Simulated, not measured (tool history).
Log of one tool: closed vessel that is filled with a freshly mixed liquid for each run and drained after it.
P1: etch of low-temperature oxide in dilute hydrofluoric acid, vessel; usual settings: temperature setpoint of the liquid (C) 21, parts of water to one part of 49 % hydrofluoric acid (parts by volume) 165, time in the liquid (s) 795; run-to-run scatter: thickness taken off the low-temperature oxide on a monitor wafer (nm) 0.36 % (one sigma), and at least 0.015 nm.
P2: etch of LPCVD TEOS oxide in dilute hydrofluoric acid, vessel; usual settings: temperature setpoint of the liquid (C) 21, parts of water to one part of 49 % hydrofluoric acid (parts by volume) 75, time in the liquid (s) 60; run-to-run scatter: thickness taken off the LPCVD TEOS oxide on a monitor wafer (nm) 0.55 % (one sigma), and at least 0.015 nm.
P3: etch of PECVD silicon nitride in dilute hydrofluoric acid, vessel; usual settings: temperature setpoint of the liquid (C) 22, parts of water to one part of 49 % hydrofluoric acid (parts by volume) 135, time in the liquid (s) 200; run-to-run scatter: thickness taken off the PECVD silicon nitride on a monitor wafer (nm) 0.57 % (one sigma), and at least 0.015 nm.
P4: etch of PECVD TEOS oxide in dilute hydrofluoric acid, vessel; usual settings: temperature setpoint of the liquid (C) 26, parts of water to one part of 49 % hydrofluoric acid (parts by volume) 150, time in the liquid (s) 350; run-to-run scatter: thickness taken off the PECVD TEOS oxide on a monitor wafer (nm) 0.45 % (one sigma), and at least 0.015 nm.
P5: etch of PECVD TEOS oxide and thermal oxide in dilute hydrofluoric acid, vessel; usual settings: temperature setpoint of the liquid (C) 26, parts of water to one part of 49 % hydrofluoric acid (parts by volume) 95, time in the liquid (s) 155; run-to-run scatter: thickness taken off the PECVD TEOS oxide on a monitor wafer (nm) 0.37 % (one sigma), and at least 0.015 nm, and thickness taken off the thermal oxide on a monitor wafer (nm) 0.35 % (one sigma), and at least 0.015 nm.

run	day	process that ran	temperature setpoint of the liquid (C)	parts of water to one part of 49 % hydrofluoric acid (parts by volume)	time in the liquid (s)	thickness taken off the low-temperature oxide on a monitor wafer (nm)	thickness taken off the PECVD TEOS oxide on a monitor wafer (nm)	thickness taken off the thermal oxide on a monitor wafer (nm)	thickness taken off the LPCVD TEOS oxide on a monitor wafer (nm)	thickness taken off the PECVD silicon nitride on a monitor wafer (nm)
1	0.354	P1	21	165	795	56.679				
2	0.538	P4	26	235	350		12.946			
3	0.792	P5	26	95	290		82.231	16.8900		
4	0.979	P1	21	165	795	56.611				
5	1.217	P2	21	75	60				39.139	
6	1.408	P1	21	165	795	56.743				
7	1.704	P2	21	75	60				39.079	
8	2.054	P4	26	150	350		22.464			
9	2.262	P3	22	135	200					4.1745
10	2.429	P2	27	75	60				49.827	
11	2.725	P5	26	40	155		113.010	23.0710		
12	3.029	P2	21	75	110				72.081	
13	3.333	P1	21	165	360	25.638				
14	3.525	P2	21	125	60				22.287	
15	3.796	P3	22	250	200					2.2960
16	3.971	P1	17	165	480	29.216				
17	4.204	P1	21	275	795	30.411				
18	4.508	P5	19	95	155		33.277	6.7635		
19	4.858	P1	17	165	795	48.447				
20	5.212	P1	21	70	795	148.420				
21	5.525	P4	26	150	350		22.406			
22	5.775	P4	26	150	580		37.135			
23	6.100	P4	18	150	350		16.221			
24	6.454	P3	22	135	200					4.1939
25	6.738	P3	17	135	200					2.9621
26	7.092	P3	22	135	110					2.3087
27	7.400	P5	26	95	155		43.897	8.9689		
28	7.717	P1	21	165	1475	105.430				

Forecast run 29:
29	7.967	P1	21	165	795	?				

Run 29 gave thickness taken off the low-temperature oxide on a monitor wafer (nm) 56.790.
